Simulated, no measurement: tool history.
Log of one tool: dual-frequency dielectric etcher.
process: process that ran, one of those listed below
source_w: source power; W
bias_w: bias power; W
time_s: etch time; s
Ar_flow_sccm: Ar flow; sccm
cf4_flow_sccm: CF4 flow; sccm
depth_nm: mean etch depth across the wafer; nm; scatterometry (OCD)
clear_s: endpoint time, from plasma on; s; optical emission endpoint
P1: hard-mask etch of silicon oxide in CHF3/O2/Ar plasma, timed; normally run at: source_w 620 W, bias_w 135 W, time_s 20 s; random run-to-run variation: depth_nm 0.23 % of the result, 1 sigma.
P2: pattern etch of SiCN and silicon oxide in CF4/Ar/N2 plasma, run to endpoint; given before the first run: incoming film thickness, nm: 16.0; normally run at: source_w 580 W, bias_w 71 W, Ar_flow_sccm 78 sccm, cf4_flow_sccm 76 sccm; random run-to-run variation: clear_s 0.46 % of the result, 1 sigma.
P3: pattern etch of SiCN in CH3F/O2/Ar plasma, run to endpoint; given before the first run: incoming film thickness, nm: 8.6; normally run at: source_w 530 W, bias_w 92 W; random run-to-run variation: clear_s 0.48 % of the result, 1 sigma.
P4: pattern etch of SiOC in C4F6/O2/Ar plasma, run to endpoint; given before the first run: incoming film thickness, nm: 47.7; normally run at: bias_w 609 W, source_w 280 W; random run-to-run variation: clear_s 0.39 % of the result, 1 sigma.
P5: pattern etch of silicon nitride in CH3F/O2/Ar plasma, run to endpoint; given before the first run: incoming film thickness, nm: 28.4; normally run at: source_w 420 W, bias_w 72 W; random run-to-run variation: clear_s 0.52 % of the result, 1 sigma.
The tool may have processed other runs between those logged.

| run | hour | process | source_w | bias_w | time_s | Ar_flow_sccm | cf4_flow_sccm | hours since the last wet clean | hours since the last source power generator calibration | hours since the last bias power generator calibration | depth_nm | clear_s |
|---|---|---|---|---|---|---|---|---|---|---|---|---|
| 1 | 5.1 | P1 | 620 | 135 | 20 |  |  | 360.5 | 616.5 | 3825 | 37.143 |  |
| 2 | 10.1 | P2 | 580 | 71 |  | 62 | 76 | 365.5 | 621.5 | 3830 |  | 13.545 |
| 3 | 13.3 | P3 | 530 | 92 |  |  |  | 368.7 | 624.7 | 3833.2 |  | 18.914 |
| 4 | 17.9 | P2 | 580 | 43 |  | 78 | 76 | 373.3 | 629.3 | 3837.8 |  | 16.347 |
| 5 | 23.4 | P1 | 620 | 135 | 11 |  |  | 378.8 | 634.8 | 3843.3 | 20.334 |  |
| 6 | 28.3 | P1 | 860 | 135 | 20 |  |  | 383.7 | 639.7 | 3848.2 | 42.411 |  |
| 7 | 31.7 | P5 | 420 | 101 |  |  |  | 387.1 | 643.1 | 3851.6 |  | 35.781 |
| 8 | 37.5 | P1 | 380 | 111 | 20 |  |  | 392.9 | 648.9 | 3857.4 | 28.819 |  |
| 9 | 40.3 | P4 | 280 | 609 |  |  |  | 395.7 | 651.7 | 3860.2 |  | 17.161 |
| 10 | 45.5 | P5 | 420 | 72 |  |  |  | 400.9 | 656.9 | 3865.4 |  | 40.407 |
| 11 | 49.6 | P1 | 620 | 106 | 20 |  |  | 405 | 661 | 3869.5 | 34.457 |  |
| 12 | 55.6 | P3 | 530 | 92 |  |  |  | 411 | 667 | 3875.5 |  | 18.83 |
| 13 | 59.9 | P1 | 620 | 135 | 26.5 |  |  | 415.3 | 671.3 | 3879.8 | 49.239 |  |
| 14 | 66.1 | P1 | 620 | 135 | 20 |  |  | 421.5 | 677.5 | 3886 | 37.095 |  |
| 15 | 70.6 | P1 | 620 | 164 | 20 |  |  | 426 | 682 | 3890.5 | 39.571 |  |
| 16 | 74.4 | P2 | 580 | 71 |  | 78 | 76 | 429.8 | 685.8 | 3894.3 |  | 14.205 |
| 17 | 78.5 | P4 | 280 | 465 |  |  |  | 433.9 | 689.9 | 3898.4 |  | 18.936 |
| 18 | 81.8 | P2 | 390 | 71 |  | 78 | 76 | 437.2 | 693.2 | 3901.7 |  | 19.929 |
| 19 | 87.6 | P3 | 330 | 92 |  |  |  | 443 | 699 | 3907.5 |  | 22.696 |
|  | 90.5 | wet clean of the chamber |
| 20 | 91.9 | P4 | 380 | 609 |  |  |  | 1.5 | 703.3 | 3911.8 |  | 15.403 |
| 21 | 97.8 | P1 | 620 | 135 | 20 |  |  | 7.4 | 709.2 | 3917.7 | 37.041 |  |
| 22 | 102.2 | P1 | 410 | 135 | 20 |  |  | 11.8 | 713.6 | 3922.1 | 31.681 |  |
| 23 | 105.9 | P2 | 580 | 71 |  | 78 | 103 | 15.5 | 717.3 | 3925.8 |  | 13.464 |
| 24 | 110.1 | P5 | 250 | 72 |  |  |  | 19.7 | 721.5 | 3930 |  | 49.176 |
| 25 | 114.8 | P3 | 530 | 127 |  |  |  | 24.4 | 726.2 | 3934.7 |  | 16.65 |
| 26 | 118.5 | P1 | 620 | 135 | 20 |  |  | 28.1 | 729.9 | 3938.4 | 37.103 |  |
| 27 | 123.5 | P1 | 620 | 135 | 20 |  |  | 33.1 | 734.9 | 3943.4 | 37.162 |  |
| 28 | 128.3 | P1 | 620 | 135 | 20 |  |  | 37.9 | 739.7 | 3948.2 | 36.947 |  |
| 29 | 133.6 | P1 | 620 | 135 | 20 |  |  | 43.2 | 745 | 3953.5 | 36.722 |  |
| 30 | 137.7 | P1 | 620 | 135 | 20 |  |  | 47.3 | 749.1 | 3957.6 | 36.758 |  |
| 31 | 140.9 | P1 | 620 | 135 | 20 |  |  | 50.5 | 752.3 | 3960.8 | 36.762 |  |
| 32 | 146.1 | P1 | 620 | 135 | 20 |  |  | 55.7 | 757.5 | 3966 | 36.763 |  |
| 33 | 149.9 | P1 | 620 | 135 | 20 |  |  | 59.5 | 761.3 | 3969.8 | 36.817 |  |
| 34 | 155 | P1 | 620 | 135 | 20 |  |  | 64.6 | 766.4 | 3974.9 | 36.553 |  |
|  | 156.3 | wet clean of the chamber |
| 35 | 159.4 | P1 | 620 | 135 | 20 |  |  | 3.1 | 770.8 | 3979.3 | 36.648 |  |
| 36 | 163.9 | P1 | 620 | 135 | 20 |  |  | 7.6 | 775.3 | 3983.8 | 36.464 |  |
| 37 | 167.2 | P1 | 620 | 135 | 20 |  |  | 10.9 | 778.6 | 3987.1 | 36.604 |  |

The log shows P1 creeping away from where it was. Any of the 2 causes listed here, at the size stated for it, fits the log just as well as the others:
A: source power that arrives under what is set, % = 3.84
B: bias power that arrives under what is set, % = 4.75
The creep began at about hour 123.5.
Each remaining cause and why it is not a fit:
chamber walls in a state that lowers the etch rate, %: serviced at hour 156.3, after the drift had started, without restoring the earlier output

Which of the 4 check runs listed below, each an average over 3 wafers with its results shown as question marks, gives clearly different results under the different listed causes?
| check 1 | 170.5 | P2 | 580 | 54 |  | 78 | 76 |  |  |  |  | ? |
| check 2 | 170.5 | P3 | 440 | 115 |  |  |  |  |  |  |  | ? |
| check 3 | 170.5 | P4 | 380 | 492 |  |  |  |  |  |  |  | ? |
| check 4 | 170.5 | P5 | 280 | 88 |  |  |  |  |  |  |  | ? |

How each check would come out, cause by cause:
| check | result | if A | if B |
|---|---|---|---|
| check 1 | clear_s | 15.848 | 15.519 |
| check 2 | clear_s | 18.887 | 18.968 |
| check 3 | clear_s | 16.839 | 16.901 |
| check 4 | clear_s | 44.339 | 44.481 |
Per-check spread between the two closest causes, in the result where they differ most: check 1 2.1 %; check 2 0.43 %; check 3 0.37 %; check 4 0.32 %
Check 1 distinguishes between the causes, while the remaining checks would return nearly the same result for all of them.

The results of check 1 are: clear_s 15.565 s. Based on these, which of the listed causes is it?

It was cause B: bias power that arrives under what is set, %.

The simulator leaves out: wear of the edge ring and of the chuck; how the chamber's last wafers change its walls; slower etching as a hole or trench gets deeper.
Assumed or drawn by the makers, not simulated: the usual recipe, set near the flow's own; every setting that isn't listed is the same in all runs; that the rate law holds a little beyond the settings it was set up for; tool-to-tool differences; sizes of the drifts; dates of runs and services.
